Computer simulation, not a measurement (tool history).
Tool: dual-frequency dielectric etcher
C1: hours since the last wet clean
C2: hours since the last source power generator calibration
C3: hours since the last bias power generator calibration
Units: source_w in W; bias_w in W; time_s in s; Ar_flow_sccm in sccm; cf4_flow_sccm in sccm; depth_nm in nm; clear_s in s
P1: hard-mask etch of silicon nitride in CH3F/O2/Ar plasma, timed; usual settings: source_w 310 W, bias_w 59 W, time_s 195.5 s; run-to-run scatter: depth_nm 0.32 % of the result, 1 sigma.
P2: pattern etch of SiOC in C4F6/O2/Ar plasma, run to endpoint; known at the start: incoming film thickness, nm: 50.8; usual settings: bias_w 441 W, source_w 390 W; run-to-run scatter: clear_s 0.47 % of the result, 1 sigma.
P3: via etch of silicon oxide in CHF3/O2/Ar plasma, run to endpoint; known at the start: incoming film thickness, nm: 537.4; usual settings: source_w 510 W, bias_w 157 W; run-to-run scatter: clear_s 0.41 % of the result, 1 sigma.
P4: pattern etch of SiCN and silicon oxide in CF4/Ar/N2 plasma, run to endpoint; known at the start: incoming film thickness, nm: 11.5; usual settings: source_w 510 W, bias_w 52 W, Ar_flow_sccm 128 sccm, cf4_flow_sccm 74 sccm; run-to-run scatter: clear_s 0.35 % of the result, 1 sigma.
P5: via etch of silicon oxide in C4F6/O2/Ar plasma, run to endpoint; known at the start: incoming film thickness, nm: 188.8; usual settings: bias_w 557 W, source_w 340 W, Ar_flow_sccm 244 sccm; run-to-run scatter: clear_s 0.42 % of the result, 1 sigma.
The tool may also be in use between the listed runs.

{"run": 1, "hour": 16.2, "process": "P1", "source_w": 310, "bias_w": 59, "time_s": 195.5, "C1": 308.5, "C2": 2066.5, "C3": 383.9, "depth_nm": 112.56}
{"run": 2, "hour": 29.2, "process": "P4", "source_w": 510, "bias_w": 52, "Ar_flow_sccm": 128, "cf4_flow_sccm": 74, "C1": 321.5, "C2": 2079.5, "C3": 396.9, "clear_s": 14.246}
{"run": 3, "hour": 40.3, "process": "P5", "source_w": 460, "bias_w": 557, "Ar_flow_sccm": 244, "C1": 332.6, "C2": 2090.6, "C3": 408.0, "clear_s": 37.071}
{"hour": 51.9, "done": "wet clean of the chamber"}
{"run": 4, "hour": 53.5, "process": "P1", "source_w": 310, "bias_w": 59, "time_s": 144.5, "C1": 1.7, "C2": 2103.8, "C3": 421.2, "depth_nm": 83.009}
{"run": 5, "hour": 65.2, "process": "P1", "source_w": 410, "bias_w": 59, "time_s": 245.0, "C1": 13.4, "C2": 2115.5, "C3": 432.9, "depth_nm": 156.37}
{"run": 6, "hour": 75.8, "process": "P4", "source_w": 330, "bias_w": 52, "Ar_flow_sccm": 128, "cf4_flow_sccm": 74, "C1": 24.0, "C2": 2126.1, "C3": 443.5, "clear_s": 21.025}
{"run": 7, "hour": 85.9, "process": "P1", "source_w": 310, "bias_w": 36, "time_s": 195.5, "C1": 34.1, "C2": 2136.2, "C3": 453.6, "depth_nm": 96.898}
{"run": 8, "hour": 98.5, "process": "P2", "source_w": 390, "bias_w": 441, "C1": 46.7, "C2": 2148.8, "C3": 466.2, "clear_s": 17.87}
{"run": 9, "hour": 108.6, "process": "P4", "source_w": 510, "bias_w": 52, "Ar_flow_sccm": 98, "cf4_flow_sccm": 74, "C1": 56.8, "C2": 2158.9, "C3": 476.3, "clear_s": 13.701}
{"run": 10, "hour": 116.7, "process": "P5", "source_w": 340, "bias_w": 557, "Ar_flow_sccm": 244, "C1": 64.9, "C2": 2167.0, "C3": 484.4, "clear_s": 41.473}
{"run": 11, "hour": 129.9, "process": "P2", "source_w": 470, "bias_w": 441, "C1": 78.1, "C2": 2180.2, "C3": 497.6, "clear_s": 16.806}
{"run": 12, "hour": 143.3, "process": "P4", "source_w": 510, "bias_w": 65, "Ar_flow_sccm": 128, "cf4_flow_sccm": 74, "C1": 91.5, "C2": 2193.6, "C3": 511.0, "clear_s": 13.291}
{"run": 13, "hour": 156.2, "process": "P1", "source_w": 310, "bias_w": 59, "time_s": 195.5, "C1": 104.4, "C2": 2206.5, "C3": 523.9, "depth_nm": 111.92}
{"run": 14, "hour": 168.6, "process": "P1", "source_w": 310, "bias_w": 59, "time_s": 195.5, "C1": 116.8, "C2": 2218.9, "C3": 536.3, "depth_nm": 112.55}
{"run": 15, "hour": 181.9, "process": "P1", "source_w": 240, "bias_w": 59, "time_s": 195.5, "C1": 130.1, "C2": 2232.2, "C3": 549.6, "depth_nm": 101.8}
{"run": 16, "hour": 190.3, "process": "P1", "source_w": 310, "bias_w": 59, "time_s": 195.5, "C1": 138.5, "C2": 2240.6, "C3": 558.0, "depth_nm": 112.33}
{"run": 17, "hour": 200.3, "process": "P3", "source_w": 510, "bias_w": 157, "C1": 148.5, "C2": 2250.6, "C3": 568.0, "clear_s": 312.69}
{"run": 18, "hour": 214.7, "process": "P3", "source_w": 510, "bias_w": 157, "C1": 162.9, "C2": 2265.0, "C3": 582.4, "clear_s": 309.5}
{"run": 19, "hour": 224.5, "process": "P3", "source_w": 410, "bias_w": 157, "C1": 172.7, "C2": 2274.8, "C3": 592.2, "clear_s": 341.2}
{"run": 20, "hour": 238.9, "process": "P5", "source_w": 340, "bias_w": 557, "Ar_flow_sccm": 244, "C1": 187.1, "C2": 2289.2, "C3": 606.6, "clear_s": 41.394}
{"run": 21, "hour": 248.6, "process": "P1", "source_w": 310, "bias_w": 59, "time_s": 251.5, "C1": 196.8, "C2": 2298.9, "C3": 616.3, "depth_nm": 145.49}
{"run": 22, "hour": 263.6, "process": "P5", "source_w": 340, "bias_w": 557, "Ar_flow_sccm": 290, "C1": 211.8, "C2": 2313.9, "C3": 631.3, "clear_s": 42.014}
{"run": 23, "hour": 275.5, "process": "P3", "source_w": 510, "bias_w": 215, "C1": 223.7, "C2": 2325.8, "C3": 643.2, "clear_s": 279.79}
{"run": 24, "hour": 289.2, "process": "P5", "source_w": 340, "bias_w": 771, "Ar_flow_sccm": 244, "C1": 237.4, "C2": 2339.5, "C3": 656.9, "clear_s": 36.396}
{"run": 25, "hour": 298.0, "process": "P1", "source_w": 310, "bias_w": 80, "time_s": 195.5, "C1": 246.2, "C2": 2348.3, "C3": 665.7, "depth_nm": 124.37}
{"run": 26, "hour": 310.5, "process": "P2", "source_w": 390, "bias_w": 257, "C1": 258.7, "C2": 2360.8, "C3": 678.2, "clear_s": 21.605}
{"run": 27, "hour": 327.6, "process": "P4", "source_w": 510, "bias_w": 52, "Ar_flow_sccm": 128, "cf4_flow_sccm": 59, "C1": 275.8, "C2": 2377.9, "C3": 695.3, "clear_s": 14.898}
{"run": 28, "hour": 342.9, "process": "P1", "source_w": 400, "bias_w": 59, "time_s": 195.5, "C1": 291.1, "C2": 2393.2, "C3": 710.6, "depth_nm": 123.99}
{"run": 29, "hour": 359.3, "process": "P1", "source_w": 310, "bias_w": 59, "time_s": 195.5, "C1": 307.5, "C2": 2409.6, "C3": 727.0, "depth_nm": 112.92}
{"run": 30, "hour": 374.5, "process": "P1", "source_w": 310, "bias_w": 59, "time_s": 195.5, "C1": 322.7, "C2": 2424.8, "C3": 742.2, "depth_nm": 112.39}
{"run": 31, "hour": 389.1, "process": "P1", "source_w": 310, "bias_w": 59, "time_s": 195.5, "C1": 337.3, "C2": 2439.4, "C3": 756.8, "depth_nm": 110.89}
{"run": 32, "hour": 401.6, "process": "P1", "source_w": 310, "bias_w": 59, "time_s": 195.5, "C1": 349.8, "C2": 2451.9, "C3": 769.3, "depth_nm": 110.64}
{"run": 33, "hour": 409.8, "process": "P1", "source_w": 310, "bias_w": 59, "time_s": 195.5, "C1": 358.0, "C2": 2460.1, "C3": 777.5, "depth_nm": 111.15}

Run 34 comes next. What will it give?
{"hour": 411.9, "done": "wet clean of the chamber"}
{"run": 34, "hour": 419.8, "process": "P1", "source_w": 310, "bias_w": 59, "time_s": 195.5, "C1": 8.0, "C2": 2470.1, "C3": 787.5, "depth_nm": "?"}

depth_nm: 111.250 nm
